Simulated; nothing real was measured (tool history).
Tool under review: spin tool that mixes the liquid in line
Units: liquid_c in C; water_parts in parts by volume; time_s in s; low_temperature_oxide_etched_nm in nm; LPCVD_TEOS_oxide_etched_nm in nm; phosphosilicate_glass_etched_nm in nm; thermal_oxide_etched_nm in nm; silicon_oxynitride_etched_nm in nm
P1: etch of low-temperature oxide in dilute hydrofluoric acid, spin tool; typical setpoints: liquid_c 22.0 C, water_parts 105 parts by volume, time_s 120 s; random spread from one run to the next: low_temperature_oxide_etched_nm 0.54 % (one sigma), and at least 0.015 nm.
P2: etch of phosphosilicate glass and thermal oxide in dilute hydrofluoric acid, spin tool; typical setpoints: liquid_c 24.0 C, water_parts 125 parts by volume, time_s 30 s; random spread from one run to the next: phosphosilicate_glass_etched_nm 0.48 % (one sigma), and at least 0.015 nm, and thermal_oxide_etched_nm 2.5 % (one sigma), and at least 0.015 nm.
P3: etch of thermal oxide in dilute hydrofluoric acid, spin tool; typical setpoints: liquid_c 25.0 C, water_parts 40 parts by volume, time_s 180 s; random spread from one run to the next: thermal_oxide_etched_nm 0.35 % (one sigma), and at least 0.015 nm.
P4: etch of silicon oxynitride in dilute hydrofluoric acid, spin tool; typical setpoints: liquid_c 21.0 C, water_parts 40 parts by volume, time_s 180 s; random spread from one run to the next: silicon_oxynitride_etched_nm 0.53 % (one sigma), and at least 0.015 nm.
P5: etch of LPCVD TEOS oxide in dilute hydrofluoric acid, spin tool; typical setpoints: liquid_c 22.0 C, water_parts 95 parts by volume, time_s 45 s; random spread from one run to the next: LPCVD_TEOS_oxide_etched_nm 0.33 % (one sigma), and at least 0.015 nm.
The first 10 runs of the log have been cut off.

run,hour,process,liquid_c,water_parts,time_s,low_temperature_oxide_etched_nm,LPCVD_TEOS_oxide_etched_nm,phosphosilicate_glass_etched_nm,thermal_oxide_etched_nm,silicon_oxynitride_etched_nm
11,40.1,P1,22.0,35,190,60.4330,,,,
12,45.1,P1,26.5,70,120,22.1620,,,,
13,48.0,P1,22.0,105,235,23.2240,,,,
14,51.0,P2,24.0,125,15,,,16.708,0.55059,
15,55.1,P5,17.0,95,45,,13.317,,,
16,58.1,P2,24.0,125,30,,,33.675,1.11430,
17,60.8,P1,22.0,105,120,11.7950,,,,
18,64.3,P3,19.5,40,180,,,,19.57100,
# hour 66.8: hydrofluoric acid flow meter replaced
19,67.8,P5,22.0,95,45,,16.388,,,
20,71.6,P4,21.0,40,180,,,,,8.2839
21,74.2,P1,22.0,105,35,3.4428,,,,
22,80.0,P4,21.0,40,355,,,,,16.3770
23,83.8,P4,21.0,40,180,,,,,8.3432
24,86.6,P3,25.0,40,180,,,,24.76000,
25,91.2,P1,22.0,105,120,11.7720,,,,
26,95.3,P3,25.0,40,180,,,,24.73300,
27,98.4,P2,24.0,185,30,,,21.478,0.68580,
28,101.0,P1,22.0,105,120,11.8300,,,,
29,106.5,P1,17.0,105,120,9.6240,,,,
30,109.7,P4,21.0,20,180,,,,,16.7260
31,113.6,P3,25.0,60,180,,,,15.98400,

Run 32, settings as shown, results not yet in. Your forecast:
32,118.4,P1,22.0,170,120,?,,,,

{"run 32": {"low_temperature_oxide_etched_nm": 6.7377}}

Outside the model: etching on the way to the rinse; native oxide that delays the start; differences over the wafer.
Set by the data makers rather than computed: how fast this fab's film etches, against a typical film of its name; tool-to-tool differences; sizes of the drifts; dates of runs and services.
